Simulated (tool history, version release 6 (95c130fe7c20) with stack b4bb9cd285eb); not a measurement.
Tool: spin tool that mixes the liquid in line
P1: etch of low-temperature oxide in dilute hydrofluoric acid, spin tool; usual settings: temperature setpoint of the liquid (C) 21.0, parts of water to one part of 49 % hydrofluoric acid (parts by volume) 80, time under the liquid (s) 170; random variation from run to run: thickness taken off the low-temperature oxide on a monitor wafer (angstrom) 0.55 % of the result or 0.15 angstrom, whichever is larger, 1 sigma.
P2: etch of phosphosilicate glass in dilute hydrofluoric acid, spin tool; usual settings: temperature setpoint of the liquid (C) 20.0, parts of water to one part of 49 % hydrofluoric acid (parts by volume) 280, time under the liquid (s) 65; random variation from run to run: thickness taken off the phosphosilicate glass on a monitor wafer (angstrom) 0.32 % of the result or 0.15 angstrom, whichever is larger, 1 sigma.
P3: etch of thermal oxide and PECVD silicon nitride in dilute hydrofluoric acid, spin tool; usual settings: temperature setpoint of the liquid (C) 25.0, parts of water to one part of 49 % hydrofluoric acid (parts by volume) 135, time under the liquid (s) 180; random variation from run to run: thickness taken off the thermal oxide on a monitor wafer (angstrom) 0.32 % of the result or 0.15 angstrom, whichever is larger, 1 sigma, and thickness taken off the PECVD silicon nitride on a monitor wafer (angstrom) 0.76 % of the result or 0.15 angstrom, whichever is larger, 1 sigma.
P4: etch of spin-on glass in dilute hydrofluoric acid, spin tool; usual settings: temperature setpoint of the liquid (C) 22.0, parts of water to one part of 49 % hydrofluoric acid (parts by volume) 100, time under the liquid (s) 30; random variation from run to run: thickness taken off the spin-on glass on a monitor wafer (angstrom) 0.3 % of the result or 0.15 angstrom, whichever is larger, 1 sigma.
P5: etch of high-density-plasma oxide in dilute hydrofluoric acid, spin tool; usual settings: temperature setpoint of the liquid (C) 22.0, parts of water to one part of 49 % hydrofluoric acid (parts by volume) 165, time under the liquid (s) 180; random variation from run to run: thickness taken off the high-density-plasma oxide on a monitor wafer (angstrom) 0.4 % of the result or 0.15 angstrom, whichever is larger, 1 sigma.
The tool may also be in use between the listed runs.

| run | hour | process that ran | temperature setpoint of the liquid (C) | parts of water to one part of 49 % hydrofluoric acid (parts by volume) | time under the liquid (s) | thickness taken off the low-temperature oxide on a monitor wafer (angstrom) | thickness taken off the high-density-plasma oxide on a monitor wafer (angstrom) | thickness taken off the thermal oxide on a monitor wafer (angstrom) | thickness taken off the PECVD silicon nitride on a monitor wafer (angstrom) | thickness taken off the phosphosilicate glass on a monitor wafer (angstrom) | thickness taken off the spin-on glass on a monitor wafer (angstrom) |
|---|---|---|---|---|---|---|---|---|---|---|---|
| 1 | 4.5 | P1 | 21.0 | 80 | 170 | 205.660 |  |  |  |  |  |
| 2 | 7.6 | P1 | 21.0 | 80 | 170 | 205.880 |  |  |  |  |  |
| 3 | 10.5 | P1 | 17.0 | 80 | 170 | 174.970 |  |  |  |  |  |
| 4 | 14.1 | P1 | 25.0 | 80 | 170 | 242.790 |  |  |  |  |  |
| 5 | 20.6 | P5 | 22.0 | 165 | 180 |  | 83.864 |  |  |  |  |
| 6 | 25.1 | P1 | 21.0 | 80 | 55 | 67.135 |  |  |  |  |  |
| 7 | 29.0 | P1 | 21.0 | 80 | 170 | 205.110 |  |  |  |  |  |
| 8 | 32.7 | P3 | 17.5 | 135 | 180 |  |  | 48.031 | 17.240 |  |  |
| 9 | 37.6 | P2 | 20.0 | 280 | 105 |  |  |  |  | 260.06 |  |
|  | 42.1 | thermometer replaced |
| 10 | 42.6 | P4 | 22.0 | 100 | 30 |  |  |  |  |  | 84.573 |
| 11 | 47.8 | P4 | 17.0 | 100 | 30 |  |  |  |  |  | 69.148 |
| 12 | 53.8 | P4 | 22.0 | 100 | 30 |  |  |  |  |  | 84.202 |
| 13 | 59.7 | P3 | 25.0 | 235 | 180 |  |  | 33.291 | 16.471 |  |  |
| 14 | 62.8 | P1 | 21.0 | 80 | 170 | 207.640 |  |  |  |  |  |
| 15 | 68.4 | P5 | 22.0 | 165 | 300 |  | 138.840 |  |  |  |  |
| 16 | 73.7 | P3 | 25.0 | 135 | 180 |  |  | 64.380 | 28.441 |  |  |
| 17 | 77.0 | P2 | 17.0 | 280 | 65 |  |  |  |  | 145.05 |  |
| 18 | 82.7 | P5 | 17.0 | 165 | 180 |  | 68.262 |  |  |  |  |
| 19 | 87.4 | P1 | 21.0 | 80 | 170 | 207.810 |  |  |  |  |  |
| 20 | 92.3 | P1 | 21.0 | 80 | 170 | 205.480 |  |  |  |  |  |
| 21 | 95.6 | P1 | 17.0 | 80 | 245 | 249.360 |  |  |  |  |  |
| 22 | 101.1 | P1 | 21.0 | 80 | 330 | 396.760 |  |  |  |  |  |
| 23 | 104.2 | P1 | 21.0 | 135 | 170 | 116.190 |  |  |  |  |  |
| 24 | 108.8 | P4 | 22.0 | 100 | 50 |  |  |  |  |  | 140.510 |
| 25 | 112.3 | P2 | 20.0 | 280 | 65 |  |  |  |  | 160.47 |  |
| 26 | 115.4 | P4 | 22.0 | 165 | 30 |  |  |  |  |  | 47.756 |
| 27 | 121.6 | P2 | 20.0 | 60 | 65 |  |  |  |  | 947.15 |  |
| 28 | 128.0 | P5 | 22.0 | 225 | 180 |  | 57.776 |  |  |  |  |
| 29 | 134.4 | P3 | 25.0 | 135 | 355 |  |  | 127.300 | 56.634 |  |  |
| 30 | 139.9 | P1 | 21.0 | 45 | 170 | 381.800 |  |  |  |  |  |
| 31 | 144.2 | P1 | 21.0 | 80 | 170 | 206.650 |  |  |  |  |  |
| 32 | 148.6 | P1 | 21.0 | 80 | 170 | 200.910 |  |  |  |  |  |
| 33 | 155.0 | P1 | 21.0 | 80 | 170 | 195.460 |  |  |  |  |  |
| 34 | 159.8 | P1 | 21.0 | 80 | 170 | 193.290 |  |  |  |  |  |
| 35 | 163.6 | P1 | 21.0 | 80 | 170 | 193.400 |  |  |  |  |  |
| 36 | 168.7 | P1 | 21.0 | 80 | 170 | 193.750 |  |  |  |  |  |
| 37 | 172.1 | P1 | 21.0 | 80 | 170 | 193.440 |  |  |  |  |  |

What P1 gives has crept away from where it was. These 2 causes fit the log equally well, each at the size given:
A: liquid colder than its thermometer reads (K) = 1.54
B: hydrofluoric acid flow below the setpoint (%) = 5.66
The creep began at about hour 144.2.

4 check runs are offered, each on 2 wafers whose results are averaged, their results left as question marks. Which one tells the causes apart?
| check 1 | 175.5 | P2 | 17.0 | 60 | 65 |  |  |  |  | ? |  |
| check 2 | 175.5 | P4 | 22.0 | 130 | 30 |  |  |  |  |  | ? |
| check 3 | 175.5 | P5 | 19.0 | 165 | 275 |  | ? |  |  |  |  |
| check 4 | 175.5 | P3 | 17.5 | 135 | 275 |  |  | ? | ? |  |  |

What each check would give under each cause:
| check | result | if A | if B |
|---|---|---|---|
| check 1 | thickness taken off the phosphosilicate glass on a monitor wafer (angstrom) | 777.07 | 780.76 |
| check 2 | thickness taken off the spin-on glass on a monitor wafer (angstrom) | 59.240 | 58.907 |
| check 3 | thickness taken off the high-density-plasma oxide on a monitor wafer (angstrom) | 106.740 | 106.070 |
| check 4 | thickness taken off the thermal oxide on a monitor wafer (angstrom) | 68.641 | 68.470 |
| check 4 | thickness taken off the PECVD silicon nitride on a monitor wafer (angstrom) | 23.761 | 24.981 |
How far apart the two closest causes lie, in the result that separates them most: check 1 0.47 %; check 2 0.56 %; check 3 0.63 %; check 4 5.01 %
Only check 4 tells the causes apart: in the others they would give nearly the same result.

Check 4 was then run and gave: thickness taken off the thermal oxide on a monitor wafer (angstrom) 68.866; thickness taken off the PECVD silicon nitride on a monitor wafer (angstrom) 23.755. Which cause is it?

It is A: liquid colder than its thermometer reads (K).
